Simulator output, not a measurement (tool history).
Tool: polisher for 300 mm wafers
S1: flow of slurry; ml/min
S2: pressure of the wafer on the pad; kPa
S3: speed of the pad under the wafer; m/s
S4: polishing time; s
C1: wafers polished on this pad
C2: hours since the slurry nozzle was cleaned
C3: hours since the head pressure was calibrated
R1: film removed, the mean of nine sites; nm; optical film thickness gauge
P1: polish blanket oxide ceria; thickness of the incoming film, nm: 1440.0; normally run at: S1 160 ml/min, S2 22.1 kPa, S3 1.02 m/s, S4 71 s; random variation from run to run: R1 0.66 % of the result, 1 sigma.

{"run": 1, "day": 0.408, "S1": 160, "S2": 22.1, "S3": 1.02, "S4": 71, "C1": 879, "C2": 337.2, "C3": 635.5, "R1": 345.17}
{"run": 2, "day": 0.962, "S1": 160, "S2": 22.1, "S3": 1.54, "S4": 71, "C1": 1007, "C2": 350.5, "C3": 648.8, "R1": 524.2}
{"run": 3, "day": 1.3, "S1": 160, "S2": 9.7, "S3": 1.02, "S4": 71, "C1": 1084, "C2": 358.6, "C3": 656.9, "R1": 151.76}
{"run": 4, "day": 1.933, "S1": 160, "S2": 22.1, "S3": 0.46, "S4": 71, "C1": 1230, "C2": 373.8, "C3": 672.1, "R1": 155.63}
{"run": 5, "day": 2.492, "S1": 160, "S2": 22.1, "S3": 1.02, "S4": 71, "C1": 1359, "C2": 387.2, "C3": 685.5, "R1": 345.59}
{"run": 6, "day": 2.896, "S1": 160, "S2": 22.1, "S3": 1.02, "S4": 34, "C1": 1452, "C2": 396.9, "C3": 695.2, "R1": 165.45}
{"day": 2.904, "done": "head pressure recalibrated"}
{"run": 7, "day": 3.462, "S1": 240, "S2": 22.1, "S3": 1.02, "S4": 71, "C1": 1582, "C2": 410.5, "C3": 13.4, "R1": 364.19}
{"run": 8, "day": 4.029, "S1": 105, "S2": 22.1, "S3": 1.02, "S4": 71, "C1": 1713, "C2": 424.1, "C3": 27, "R1": 317.41}
{"run": 9, "day": 4.412, "S1": 160, "S2": 22.1, "S3": 1.02, "S4": 71, "C1": 1801, "C2": 433.3, "C3": 36.2, "R1": 343.01}
{"run": 10, "day": 4.904, "S1": 160, "S2": 22.1, "S3": 1.02, "S4": 106, "C1": 1914, "C2": 445.1, "C3": 48, "R1": 516.16}
{"run": 11, "day": 5.221, "S1": 95, "S2": 22.1, "S3": 1.02, "S4": 32, "C1": 1987, "C2": 452.7, "C3": 55.6, "R1": 141.37}
{"run": 12, "day": 5.588, "S1": 160, "S2": 22.1, "S3": 1.02, "S4": 71, "C1": 2072, "C2": 461.5, "C3": 64.4, "R1": 342.25}
{"run": 13, "day": 5.933, "S1": 160, "S2": 33.8, "S3": 1.02, "S4": 71, "C1": 2151, "C2": 469.8, "C3": 72.7, "R1": 523.01}
{"run": 14, "day": 6.538, "S1": 160, "S2": 22.1, "S3": 1.02, "S4": 71, "C1": 2290, "C2": 484.3, "C3": 87.2, "R1": 343.21}
{"run": 15, "day": 6.933, "S1": 160, "S2": 22.1, "S3": 1.02, "S4": 71, "C1": 2382, "C2": 493.8, "C3": 96.7, "R1": 348.52}
{"run": 16, "day": 7.5, "S1": 160, "S2": 22.1, "S3": 1.02, "S4": 71, "C1": 2512, "C2": 507.4, "C3": 110.3, "R1": 335.11}
{"run": 17, "day": 7.979, "S1": 160, "S2": 22.1, "S3": 1.02, "S4": 71, "C1": 2622, "C2": 518.9, "C3": 121.8, "R1": 330.43}
{"run": 18, "day": 8.412, "S1": 160, "S2": 22.1, "S3": 1.02, "S4": 71, "C1": 2722, "C2": 529.3, "C3": 132.2, "R1": 322.23}
{"day": 8.421, "done": "worn pad replaced by a new one"}
{"run": 19, "day": 9.025, "S1": 160, "S2": 22.1, "S3": 1.02, "S4": 71, "C1": 139, "C2": 544, "C3": 146.9, "R1": 319.51}
{"run": 20, "day": 9.3, "S1": 160, "S2": 22.1, "S3": 1.02, "S4": 71, "C1": 202, "C2": 550.6, "C3": 153.5, "R1": 319.01}
{"run": 21, "day": 9.642, "S1": 160, "S2": 22.1, "S3": 1.02, "S4": 71, "C1": 281, "C2": 558.8, "C3": 161.7, "R1": 316.61}
{"run": 22, "day": 10.104, "S1": 160, "S2": 22.1, "S3": 1.02, "S4": 71, "C1": 388, "C2": 569.9, "C3": 172.8, "R1": 317.33}
{"run": 23, "day": 10.404, "S1": 160, "S2": 22.1, "S3": 1.02, "S4": 71, "C1": 457, "C2": 577.1, "C3": 180, "R1": 315.14}
{"run": 24, "day": 10.762, "S1": 160, "S2": 22.1, "S3": 1.02, "S4": 71, "C1": 539, "C2": 585.7, "C3": 188.6, "R1": 318.93}

What P1 gives has crept away from where it was. These 2 causes fit the log equally well, each at the size given:
A: head's pressure below its setpoint, % = 8.68
B: slurry flow missing at the pad, % = 36.3
The creep began at about day 6.933.
Why every other cause is out:
removal rate lost through wear of the pad, %: serviced at day 8.421, which brought nothing back

4 check runs are offered, each on 5 wafers whose results are averaged, their results left as question marks. Which one tells the causes apart?
{"run": "check 1", "day": 11.121, "S1": 160, "S2": 22.1, "S3": 0.46, "S4": 71, "R1": "?"}
{"run": "check 2", "day": 11.121, "S1": 160, "S2": 13.8, "S3": 1.02, "S4": 91, "R1": "?"}
{"run": "check 3", "day": 11.121, "S1": 120, "S2": 22.1, "S3": 1.5, "S4": 71, "R1": "?"}
{"run": "check 4", "day": 11.121, "S1": 160, "S2": 30.3, "S3": 0.56, "S4": 71, "R1": "?"}

What each check would give under each cause:
check=check_1 result=R1 if_A=142.49 if_B=142.48
check=check_2 result=R1 if_A=253.09 if_B=253.07
check=check_3 result=R1 if_A=440.37 if_B=428.83
check=check_4 result=R1 if_A=238.51 if_B=238.49
How far apart the two closest causes lie, in the result that separates them most: check 1 0.01 %; check 2 0.01 %; check 3 2.66 %; check 4 0.01 %
Check 3 tells the causes apart: in the others they would give nearly the same result.

Then check 3 was run and gave: R1 429.3 nm. Which cause is it?

It is B: slurry flow missing at the pad, %.
